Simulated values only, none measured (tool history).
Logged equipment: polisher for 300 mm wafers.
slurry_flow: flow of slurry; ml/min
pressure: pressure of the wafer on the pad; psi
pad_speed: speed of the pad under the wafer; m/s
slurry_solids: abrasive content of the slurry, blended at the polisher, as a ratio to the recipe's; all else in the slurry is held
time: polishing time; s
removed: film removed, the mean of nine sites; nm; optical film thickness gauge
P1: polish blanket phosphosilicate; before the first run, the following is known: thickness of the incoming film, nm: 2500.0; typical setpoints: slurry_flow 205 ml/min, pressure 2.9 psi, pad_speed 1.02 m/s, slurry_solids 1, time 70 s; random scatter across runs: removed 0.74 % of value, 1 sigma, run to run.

Run 1, hour 4.2: slurry_flow 205 ml/min, pressure 2.9 psi, pad_speed 1.02 m/s, slurry_solids 1, time 70 s. Result: removed 516.44 nm.
Run 2, hour 8.6: slurry_flow 205 ml/min, pressure 1.6 psi, pad_speed 1.02 m/s, slurry_solids 1, time 87 s. Result: removed 351.51 nm.
Run 3, hour 11.4: slurry_flow 205 ml/min, pressure 2.9 psi, pad_speed 1.6 m/s, slurry_solids 1, time 70 s. Result: removed 741.25 nm.
Run 4, hour 16.2: slurry_flow 290 ml/min, pressure 2.9 psi, pad_speed 1.02 m/s, slurry_solids 1, time 70 s. Result: removed 537.7 nm.
Run 5, hour 19.2: slurry_flow 205 ml/min, pressure 2.9 psi, pad_speed 1.02 m/s, slurry_solids 0.65, time 70 s. Result: removed 416.31 nm.
Run 6, hour 22.1: slurry_flow 205 ml/min, pressure 4.2 psi, pad_speed 1.02 m/s, slurry_solids 1, time 70 s. Result: removed 750.76 nm.
Run 7, hour 28.1: slurry_flow 205 ml/min, pressure 2.9 psi, pad_speed 0.66 m/s, slurry_solids 1, time 70 s. Result: removed 362.29 nm.
Run 8, hour 33: slurry_flow 205 ml/min, pressure 1.3 psi, pad_speed 1.02 m/s, slurry_solids 1, time 70 s. Result: removed 233.9 nm.
Run 9, hour 36.7: slurry_flow 205 ml/min, pressure 2.9 psi, pad_speed 1.02 m/s, slurry_solids 1.2, time 70 s. Result: removed 557.2 nm.
At hour 37.1: head pressure recalibrated.
Run 10, hour 40.5: slurry_flow 205 ml/min, pressure 2.9 psi, pad_speed 1.02 m/s, slurry_solids 1, time 94 s. Result: removed 693.49 nm.
Run 11, hour 44.9: slurry_flow 130 ml/min, pressure 2.9 psi, pad_speed 1.02 m/s, slurry_solids 0.8, time 70 s. Result: removed 427.81 nm.
Run 12, hour 48: slurry_flow 125 ml/min, pressure 2.9 psi, pad_speed 1.02 m/s, slurry_solids 1, time 70 s. Result: removed 472.56 nm.
Run 13, hour 52.1: slurry_flow 205 ml/min, pressure 2.9 psi, pad_speed 1.02 m/s, slurry_solids 1, time 32 s. Result: removed 235.43 nm.

Run 14 comes next. What will it give?
Run 14, hour 57.5: slurry_flow 205 ml/min, pressure 2.9 psi, pad_speed 1.02 m/s, slurry_solids 1, time 70 s. Result: removed ?.

{"run 14": {"removed": 510.01}}

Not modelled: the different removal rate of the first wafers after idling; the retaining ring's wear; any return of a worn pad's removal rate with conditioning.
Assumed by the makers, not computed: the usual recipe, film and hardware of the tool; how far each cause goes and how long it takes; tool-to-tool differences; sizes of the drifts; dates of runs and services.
